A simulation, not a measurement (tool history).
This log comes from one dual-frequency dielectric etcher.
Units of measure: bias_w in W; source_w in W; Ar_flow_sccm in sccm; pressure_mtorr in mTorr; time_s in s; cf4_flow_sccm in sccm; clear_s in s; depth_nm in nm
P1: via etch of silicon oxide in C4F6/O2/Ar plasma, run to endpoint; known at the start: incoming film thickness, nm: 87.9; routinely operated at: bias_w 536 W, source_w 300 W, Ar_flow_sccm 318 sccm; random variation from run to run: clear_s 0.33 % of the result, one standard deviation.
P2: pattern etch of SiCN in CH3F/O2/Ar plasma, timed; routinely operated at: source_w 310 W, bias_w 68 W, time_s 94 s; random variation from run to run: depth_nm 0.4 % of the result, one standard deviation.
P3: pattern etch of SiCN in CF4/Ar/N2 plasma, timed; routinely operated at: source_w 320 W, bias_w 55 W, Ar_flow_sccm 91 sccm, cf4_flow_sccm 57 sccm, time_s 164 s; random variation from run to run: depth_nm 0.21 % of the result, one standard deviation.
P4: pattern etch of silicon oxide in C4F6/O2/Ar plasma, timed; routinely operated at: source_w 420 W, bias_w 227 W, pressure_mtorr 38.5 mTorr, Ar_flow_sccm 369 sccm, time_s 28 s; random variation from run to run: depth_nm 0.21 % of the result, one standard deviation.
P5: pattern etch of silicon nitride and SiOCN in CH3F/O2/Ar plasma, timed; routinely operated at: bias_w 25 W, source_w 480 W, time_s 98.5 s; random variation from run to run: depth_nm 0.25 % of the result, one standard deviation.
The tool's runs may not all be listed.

| run | hour | process | bias_w | source_w | Ar_flow_sccm | pressure_mtorr | time_s | cf4_flow_sccm | hours since the last wet clean | hours since the last bias power generator calibration | hours since the last source power generator calibration | hours since the last Ar flow controller change | clear_s | depth_nm |
|---|---|---|---|---|---|---|---|---|---|---|---|---|---|---|
| 1 | 10.3 | P1 | 536 | 300 | 318 |  |  |  | 420 | 2486.6 | 1271.5 | 871.9 | 21.349 |  |
| 2 | 18.3 | P4 | 227 | 420 | 276 | 38.5 | 28 |  | 428 | 2494.6 | 1279.5 | 879.9 |  | 97.365 |
| 3 | 26.9 | P3 | 55 | 320 | 61 |  | 164 | 57 | 436.6 | 2503.2 | 1288.1 | 888.5 |  | 100.39 |
| 4 | 39.5 | P3 | 55 | 320 | 91 |  | 90 | 57 | 449.2 | 2515.8 | 1300.7 | 901.1 |  | 51.615 |
| 5 | 50.2 | P4 | 227 | 420 | 369 | 38.5 | 28 |  | 459.9 | 2526.5 | 1311.4 | 911.8 |  | 94.433 |
| 6 | 64.4 | P1 | 536 | 300 | 318 |  |  |  | 474.1 | 2540.7 | 1325.6 | 926 | 21.379 |  |
| 7 | 76.4 | P3 | 55 | 320 | 91 |  | 164 | 57 | 486.1 | 2552.7 | 1337.6 | 938 |  | 94.958 |
| 8 | 84.6 | P3 | 55 | 320 | 91 |  | 164 | 57 | 494.3 | 2560.9 | 1345.8 | 946.2 |  | 94.768 |
| 9 | 98.8 | P2 | 68 | 310 |  |  | 94 |  | 508.5 | 2575.1 | 1360 | 960.4 |  | 31.323 |
| 10 | 109.2 | P1 | 700 | 300 | 318 |  |  |  | 518.9 | 2585.5 | 1370.4 | 970.8 | 19.253 |  |
| 11 | 121.1 | P5 | 33 | 480 |  |  | 98.5 |  | 530.8 | 2597.4 | 1382.3 | 982.7 |  | 16.886 |
| 12 | 135.7 | P1 | 362 | 300 | 318 |  |  |  | 545.4 | 2612 | 1396.9 | 997.3 | 24.822 |  |
| 13 | 144.2 | P4 | 227 | 420 | 369 | 38.5 | 28 |  | 553.9 | 2620.5 | 1405.4 | 1005.8 |  | 94.43 |
| 14 | 157.7 | P1 | 536 | 360 | 318 |  |  |  | 567.4 | 2634 | 1418.9 | 1019.3 | 19.974 |  |
| 15 | 169 | P2 | 68 | 310 |  |  | 72 |  | 578.7 | 2645.3 | 1430.2 | 1030.6 |  | 23.87 |
| 16 | 181.3 | P5 | 25 | 480 |  |  | 69.5 |  | 591 | 2657.6 | 1442.5 | 1042.9 |  | 10.467 |
| 17 | 195.4 | P4 | 227 | 420 | 369 | 38.5 | 20.5 |  | 605.1 | 2671.7 | 1456.6 | 1057 |  | 68.935 |
| 18 | 209.2 | P1 | 536 | 240 | 318 |  |  |  | 618.9 | 2685.5 | 1470.4 | 1070.8 | 23.15 |  |
| 19 | 217.8 | P2 | 68 | 220 |  |  | 94 |  | 627.5 | 2694.1 | 1479 | 1079.4 |  | 27.437 |
| 20 | 225.5 | P4 | 227 | 420 | 369 | 29.5 | 28 |  | 635.2 | 2701.8 | 1486.7 | 1087.1 |  | 97.254 |
| 21 | 239.8 | P1 | 536 | 300 | 318 |  |  |  | 649.5 | 2716.1 | 1501 | 1101.4 | 21.337 |  |
| 22 | 248 | P3 | 55 | 320 | 91 |  | 164 | 37 | 657.7 | 2724.3 | 1509.2 | 1109.6 |  | 87.976 |
| 23 | 256.9 | P5 | 25 | 480 |  |  | 98.5 |  | 666.6 | 2733.2 | 1518.1 | 1118.5 |  | 14.886 |
| 24 | 263.9 | P1 | 536 | 300 | 386 |  |  |  | 673.6 | 2740.2 | 1525.1 | 1125.5 | 21.831 |  |
|  | 272.1 | bias power generator calibrated |
| 25 | 274 | P2 | 86 | 310 |  |  | 94 |  | 683.7 | 1.9 | 1535.2 | 1135.6 |  | 33.903 |
| 26 | 287.4 | P1 | 536 | 300 | 318 |  |  |  | 697.1 | 15.3 | 1548.6 | 1149 | 21.416 |  |
| 27 | 302.2 | P3 | 55 | 400 | 91 |  | 164 | 57 | 711.9 | 30.1 | 1563.4 | 1163.8 |  | 115.03 |
| 28 | 311.7 | P1 | 536 | 300 | 243 |  |  |  | 721.4 | 39.6 | 1572.9 | 1173.3 | 20.87 |  |
| 29 | 326.3 | P3 | 74 | 320 | 91 |  | 164 | 57 | 736 | 54.2 | 1587.5 | 1187.9 |  | 105.03 |
| 30 | 339.4 | P4 | 150 | 420 | 369 | 38.5 | 28 |  | 749.1 | 67.3 | 1600.6 | 1201 |  | 82.939 |
| 31 | 352 | P1 | 536 | 300 | 318 |  |  |  | 761.7 | 79.9 | 1613.2 | 1213.6 | 21.435 |  |
| 32 | 365.7 | P2 | 68 | 310 |  |  | 94 |  | 775.4 | 93.6 | 1626.9 | 1227.3 |  | 31.13 |
| 33 | 376.7 | P1 | 707 | 300 | 220 |  |  |  | 786.4 | 104.6 | 1637.9 | 1238.3 | 18.37 |  |
| 34 | 388 | P4 | 227 | 520 | 369 | 38.5 | 28 |  | 797.7 | 115.9 | 1649.2 | 1249.6 |  | 102.26 |
| 35 | 399 | P5 | 25 | 590 |  |  | 98.5 |  | 808.7 | 126.9 | 1660.2 | 1260.6 |  | 15.97 |
| 36 | 407.9 | P1 | 536 | 300 | 318 |  |  |  | 817.6 | 135.8 | 1669.1 | 1269.5 | 21.317 |  |
| 37 | 418.2 | P1 | 536 | 300 | 318 |  |  |  | 827.9 | 146.1 | 1679.4 | 1279.8 | 21.261 |  |
| 38 | 431.1 | P1 | 536 | 300 | 318 |  |  |  | 840.8 | 159 | 1692.3 | 1292.7 | 21.503 |  |
| 39 | 439.4 | P1 | 536 | 300 | 318 |  |  |  | 849.1 | 167.3 | 1700.6 | 1301 | 21.525 |  |
| 40 | 448.6 | P1 | 536 | 300 | 318 |  |  |  | 858.3 | 176.5 | 1709.8 | 1310.2 | 21.618 |  |
| 41 | 456.9 | P1 | 536 | 300 | 318 |  |  |  | 866.6 | 184.8 | 1718.1 | 1318.5 | 21.722 |  |
|  | 463.7 | Ar flow controller replaced |
| 42 | 467.5 | P1 | 536 | 300 | 318 |  |  |  | 877.2 | 195.4 | 1728.7 | 3.9 | 21.72 |  |
|  | 476.1 | wet clean of the chamber |
| 43 | 481.2 | P1 | 536 | 300 | 318 |  |  |  | 5.2 | 209.1 | 1742.4 | 17.6 | 21.762 |  |
| 44 | 495.6 | P1 | 536 | 300 | 318 |  |  |  | 19.6 | 223.5 | 1756.8 | 32 | 21.803 |  |

The output of P1 has drifted from where it used to be. Each of the 2 causes below, taken at the size shown beside it, accounts for the log equally well:
A: source power that arrives under what is set, % = 4.37
B: bias power that arrives under what is set, % = 4.19
At approximately hour 418.2, the process output began to creep.
What rules out each remaining cause:
chamber walls in a state that lowers the etch rate, %: was serviced at hour 476.1, once the creep was under way, yet the earlier output never came back
Ar flow that arrives over what is set, %: was serviced at hour 463.7, once the creep was under way, yet the earlier output never came back

Question marks stand in for the results of the 4 check runs listed below, each run on one wafer. Under which run would the listed causes show clearly different results?
| check 1 | 510 | P3 | 55 | 320 | 91 |  | 164 | 57 |  |  |  |  |  | ? |
| check 2 | 510 | P5 | 25 | 480 |  |  | 98.5 |  |  |  |  |  |  | ? |
| check 3 | 510 | P2 | 68 | 310 |  |  | 94 |  |  |  |  |  |  | ? |
| check 4 | 510 | P4 | 227 | 420 | 369 | 38.5 | 28 |  |  |  |  |  |  | ? |

What each check would give under each cause:
| check | result | if A | if B |
|---|---|---|---|
| check 1 | depth_nm | 90.835 | 93.111 |
| check 2 | depth_nm | 14.656 | 14.601 |
| check 3 | depth_nm | 30.693 | 30.742 |
| check 4 | depth_nm | 92.701 | 92.989 |
Minimum pairwise separation of causes per check, each pair taken at its best-separating result: check 1 2.47 %; check 2 0.38 %; check 3 0.16 %; check 4 0.31 %
Only in check 1 would the causes give clearly different results; in the remaining checks their results would be nearly the same.

Then check 1 was run and gave: depth_nm 92.718 nm. Which cause is it?

The correct cause is B, namely: bias power that arrives under what is set, %.

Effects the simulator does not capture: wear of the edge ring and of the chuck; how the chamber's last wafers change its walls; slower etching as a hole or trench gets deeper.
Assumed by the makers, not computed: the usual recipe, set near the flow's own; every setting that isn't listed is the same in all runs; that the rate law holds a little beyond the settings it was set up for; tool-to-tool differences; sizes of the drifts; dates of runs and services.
